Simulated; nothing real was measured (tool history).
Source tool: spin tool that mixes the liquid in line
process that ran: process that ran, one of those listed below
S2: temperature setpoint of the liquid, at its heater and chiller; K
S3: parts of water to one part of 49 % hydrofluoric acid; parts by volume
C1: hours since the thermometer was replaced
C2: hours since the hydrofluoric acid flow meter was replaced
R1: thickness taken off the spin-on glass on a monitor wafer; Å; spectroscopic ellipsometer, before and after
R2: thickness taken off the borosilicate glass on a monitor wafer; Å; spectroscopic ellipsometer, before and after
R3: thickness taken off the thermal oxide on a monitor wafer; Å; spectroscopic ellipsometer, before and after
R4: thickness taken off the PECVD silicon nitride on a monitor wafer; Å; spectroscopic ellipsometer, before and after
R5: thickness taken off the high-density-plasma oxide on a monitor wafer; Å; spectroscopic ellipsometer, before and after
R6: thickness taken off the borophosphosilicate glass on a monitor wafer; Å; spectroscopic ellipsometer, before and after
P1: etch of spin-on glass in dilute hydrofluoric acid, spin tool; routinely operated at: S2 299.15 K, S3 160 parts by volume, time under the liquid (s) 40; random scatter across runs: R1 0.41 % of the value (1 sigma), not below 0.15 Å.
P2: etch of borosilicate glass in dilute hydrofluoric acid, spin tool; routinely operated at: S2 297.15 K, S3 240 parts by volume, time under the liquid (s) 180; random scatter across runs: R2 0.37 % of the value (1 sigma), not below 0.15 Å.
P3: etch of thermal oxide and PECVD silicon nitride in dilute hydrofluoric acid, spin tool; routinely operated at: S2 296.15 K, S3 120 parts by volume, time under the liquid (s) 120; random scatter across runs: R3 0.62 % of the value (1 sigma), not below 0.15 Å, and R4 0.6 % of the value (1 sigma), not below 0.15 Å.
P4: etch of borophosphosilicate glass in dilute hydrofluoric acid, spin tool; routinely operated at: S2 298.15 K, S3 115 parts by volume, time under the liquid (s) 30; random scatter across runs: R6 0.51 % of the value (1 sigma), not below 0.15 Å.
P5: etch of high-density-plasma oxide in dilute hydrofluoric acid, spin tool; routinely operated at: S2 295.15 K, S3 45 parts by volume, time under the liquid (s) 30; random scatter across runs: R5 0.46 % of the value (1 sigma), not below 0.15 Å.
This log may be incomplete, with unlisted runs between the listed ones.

run 1 hour=6.4 | process_that_ran=P1 S2=299.15 S3=160 time_under_the_liquid_(s)=40 | C1=1113.6 C2=880.4 | R1=94.648
run 2 hour=13.7 | process_that_ran=P2 S2=297.15 S3=240 time_under_the_liquid_(s)=180 | C1=1120.9 C2=887.7 | R2=227.17
run 3 hour=20.2 | process_that_ran=P3 S2=296.15 S3=120 time_under_the_liquid_(s)=120 | C1=1127.4 C2=894.2 | R3=44.766 R4=52.933
run 4 hour=27.4 | process_that_ran=P5 S2=299.65 S3=45 time_under_the_liquid_(s)=30 | C1=1134.6 C2=901.4 | R5=77.985
run 5 hour=36.6 | process_that_ran=P1 S2=291.15 S3=160 time_under_the_liquid_(s)=40 | C1=1143.8 C2=910.6 | R1=68.868
run 6 hour=44 | process_that_ran=P3 S2=290.15 S3=120 time_under_the_liquid_(s)=120 | C1=1151.2 C2=918 | R3=36.376 R4=35.571
-- hour=46.7 thermometer replaced
run 7 hour=56.1 | process_that_ran=P4 S2=302.15 S3=115 time_under_the_liquid_(s)=30 | C1=9.4 C2=930.1 | R6=119.92
run 8 hour=67.7 | process_that_ran=P3 S2=296.15 S3=120 time_under_the_liquid_(s)=215 | C1=21 C2=941.7 | R3=81.769 R4=94.592
run 9 hour=78.4 | process_that_ran=P1 S2=299.15 S3=160 time_under_the_liquid_(s)=80 | C1=31.7 C2=952.4 | R1=189.7
run 10 hour=90.2 | process_that_ran=P1 S2=306.65 S3=160 time_under_the_liquid_(s)=40 | C1=43.5 C2=964.2 | R1=123.59
run 11 hour=97.5 | process_that_ran=P1 S2=292.15 S3=160 time_under_the_liquid_(s)=15 | C1=50.8 C2=971.5 | R1=27.148
run 12 hour=104.5 | process_that_ran=P4 S2=298.15 S3=115 time_under_the_liquid_(s)=30 | C1=57.8 C2=978.5 | R6=103.71
run 13 hour=114.7 | process_that_ran=P3 S2=296.15 S3=20 time_under_the_liquid_(s)=120 | C1=68 C2=988.7 | R3=311.26 R4=302.95
run 14 hour=124.4 | process_that_ran=P1 S2=299.15 S3=250 time_under_the_liquid_(s)=40 | C1=77.7 C2=998.4 | R1=54.29
run 15 hour=133.3 | process_that_ran=P4 S2=298.15 S3=115 time_under_the_liquid_(s)=15 | C1=86.6 C2=1007.3 | R6=51.324
run 16 hour=141 | process_that_ran=P5 S2=295.15 S3=45 time_under_the_liquid_(s)=65 | C1=94.3 C2=1015 | R5=140.3
run 17 hour=148.9 | process_that_ran=P1 S2=299.15 S3=160 time_under_the_liquid_(s)=40 | C1=102.2 C2=1022.9 | R1=94.079
run 18 hour=155.7 | process_that_ran=P2 S2=297.15 S3=340 time_under_the_liquid_(s)=180 | C1=109 C2=1029.7 | R2=144.2
run 19 hour=165.4 | process_that_ran=P1 S2=299.15 S3=160 time_under_the_liquid_(s)=15 | C1=118.7 C2=1039.4 | R1=34.858
run 20 hour=171.6 | process_that_ran=P1 S2=299.15 S3=65 time_under_the_liquid_(s)=40 | C1=124.9 C2=1045.6 | R1=262.48
run 21 hour=181.3 | process_that_ran=P5 S2=295.15 S3=45 time_under_the_liquid_(s)=30 | C1=134.6 C2=1055.3 | R5=64.654
run 22 hour=191.9 | process_that_ran=P1 S2=299.15 S3=160 time_under_the_liquid_(s)=40 | C1=145.2 C2=1065.9 | R1=94.055
run 23 hour=203.7 | process_that_ran=P5 S2=295.15 S3=75 time_under_the_liquid_(s)=30 | C1=157 C2=1077.7 | R5=37.843
run 24 hour=211.7 | process_that_ran=P4 S2=298.15 S3=160 time_under_the_liquid_(s)=30 | C1=165 C2=1085.7 | R6=70.546
run 25 hour=223.4 | process_that_ran=P1 S2=299.15 S3=245 time_under_the_liquid_(s)=15 | C1=176.7 C2=1097.4 | R1=20.906
run 26 hour=233.7 | process_that_ran=P3 S2=296.15 S3=120 time_under_the_liquid_(s)=120 | C1=187 C2=1107.7 | R3=45.106 R4=52.87
run 27 hour=241 | process_that_ran=P5 S2=295.15 S3=45 time_under_the_liquid_(s)=30 | C1=194.3 C2=1115 | R5=65.256
run 28 hour=248.4 | process_that_ran=P2 S2=297.15 S3=240 time_under_the_liquid_(s)=305 | C1=201.7 C2=1122.4 | R2=385.27
run 29 hour=258.4 | process_that_ran=P1 S2=299.15 S3=160 time_under_the_liquid_(s)=40 | C1=211.7 C2=1132.4 | R1=94.354
run 30 hour=270 | process_that_ran=P2 S2=303.15 S3=240 time_under_the_liquid_(s)=180 | C1=223.3 C2=1144 | R2=280.16
run 31 hour=279.9 | process_that_ran=P4 S2=298.15 S3=115 time_under_the_liquid_(s)=30 | C1=233.2 C2=1153.9 | R6=102.76
run 32 hour=285.2 | process_that_ran=P1 S2=306.65 S3=85 time_under_the_liquid_(s)=40 | C1=238.5 C2=1159.2 | R1=259.71
run 33 hour=296.5 | process_that_ran=P1 S2=299.15 S3=160 time_under_the_liquid_(s)=40 | C1=249.8 C2=1170.5 | R1=94.309
run 34 hour=306.6 | process_that_ran=P1 S2=299.15 S3=160 time_under_the_liquid_(s)=40 | C1=259.9 C2=1180.6 | R1=98.428
run 35 hour=318.2 | process_that_ran=P1 S2=299.15 S3=160 time_under_the_liquid_(s)=40 | C1=271.5 C2=1192.2 | R1=100.45
run 36 hour=325.7 | process_that_ran=P1 S2=299.15 S3=160 time_under_the_liquid_(s)=40 | C1=279 C2=1199.7 | R1=101.47
run 37 hour=335.1 | process_that_ran=P1 S2=299.15 S3=160 time_under_the_liquid_(s)=40 | C1=288.4 C2=1209.1 | R1=101.98
run 38 hour=342.7 | process_that_ran=P1 S2=299.15 S3=160 time_under_the_liquid_(s)=40 | C1=296 C2=1216.7 | R1=102.92
run 39 hour=354.4 | process_that_ran=P1 S2=299.15 S3=160 time_under_the_liquid_(s)=40 | C1=307.7 C2=1228.4 | R1=102.85
run 40 hour=365.5 | process_that_ran=P1 S2=299.15 S3=160 time_under_the_liquid_(s)=40 | C1=318.8 C2=1239.5 | R1=102.88

The output of P1 has drifted from where it used to be. Each of the 2 causes below, taken at the size shown beside it, accounts for the log equally well:
A: liquid hotter than its thermometer reads (K) = 2.34
B: hydrofluoric acid flow above the setpoint (%) = 7.51
Creep in the process output first set in at about hour 296.5.

Question marks stand in for the results of the 4 check runs listed below, each run on one wafer. Under which run would the listed causes show clearly different results?
run check 1 hour=376.6 | process_that_ran=P4 S2=298.15 S3=155 time_under_the_liquid_(s)=15 | R6=?
run check 2 hour=376.6 | process_that_ran=P2 S2=297.15 S3=240 time_under_the_liquid_(s)=285 | R2=?
run check 3 hour=376.6 | process_that_ran=P3 S2=296.15 S3=30 time_under_the_liquid_(s)=200 | R3=? R4=?
run check 4 hour=376.6 | process_that_ran=P5 S2=299.15 S3=75 time_under_the_liquid_(s)=30 | R5=?

Check results expected under each cause:
check=check_1 result=R6 if_A=39.678 if_B=39.596
check=check_2 result=R2 if_A=390.16 if_B=392.76
check=check_3 result=R3 if_A=374.09 if_B=365.78
check=check_3 result=R4 if_A=403.54 if_B=369.09
check=check_4 result=R5 if_A=48.178 if_B=47.582
Smallest distance between any two causes, each pair judged by its most separating result, in per cent: check 1 0.21 %; check 2 0.67 %; check 3 8.92 %; check 4 1.24 %
Only check 3 tells the causes apart: in the others they would give nearly the same result.

The results of check 3 are: R3 374.96 Å; R4 406.49 Å. Based on these, which of the listed causes is it?

It is A: liquid hotter than its thermometer reads (K).

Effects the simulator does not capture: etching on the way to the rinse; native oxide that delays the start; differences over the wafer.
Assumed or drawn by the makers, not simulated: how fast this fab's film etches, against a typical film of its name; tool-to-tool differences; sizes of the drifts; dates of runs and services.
